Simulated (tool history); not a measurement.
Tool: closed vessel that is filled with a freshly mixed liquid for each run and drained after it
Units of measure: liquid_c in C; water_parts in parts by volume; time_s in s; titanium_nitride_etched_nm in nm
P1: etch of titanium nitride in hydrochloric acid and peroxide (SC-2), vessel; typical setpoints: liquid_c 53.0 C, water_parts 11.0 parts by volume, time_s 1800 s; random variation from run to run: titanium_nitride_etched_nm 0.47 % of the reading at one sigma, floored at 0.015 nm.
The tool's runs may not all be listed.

run,hour,liquid_c,water_parts,time_s,titanium_nitride_etched_nm
1,5.1,53.0,11.0,1800,37.333
2,9.1,53.0,11.0,745,15.349
3,12.7,53.0,11.0,3595,74.073
4,15.3,53.0,17.5,1800,24.670
5,18.7,53.0,4.0,1800,80.978
6,22.6,53.0,11.0,1800,36.920
7,26.3,64.0,11.0,695,28.832
8,29.1,53.0,11.0,1800,37.327
# hour 32.4: new drum of peroxide connected
9,34.1,53.0,11.0,1800,37.202
10,38.3,53.0,11.0,1800,37.294
11,43.8,53.0,11.0,1800,37.346
12,47.1,37.0,11.0,1800,12.368
13,52.2,53.0,4.0,3115,139.130
14,55.5,69.5,11.0,1800,103.950
15,61.0,53.0,11.0,1800,37.111
16,64.9,53.0,11.0,1800,35.939
17,69.6,53.0,11.0,1800,34.921
18,75.2,53.0,11.0,1800,34.285

Run 19 comes next. What will it give?
# hour 76.5: new drum of peroxide connected
19,79.4,53.0,11.0,1800,?

titanium_nitride_etched_nm: 33.877 nm
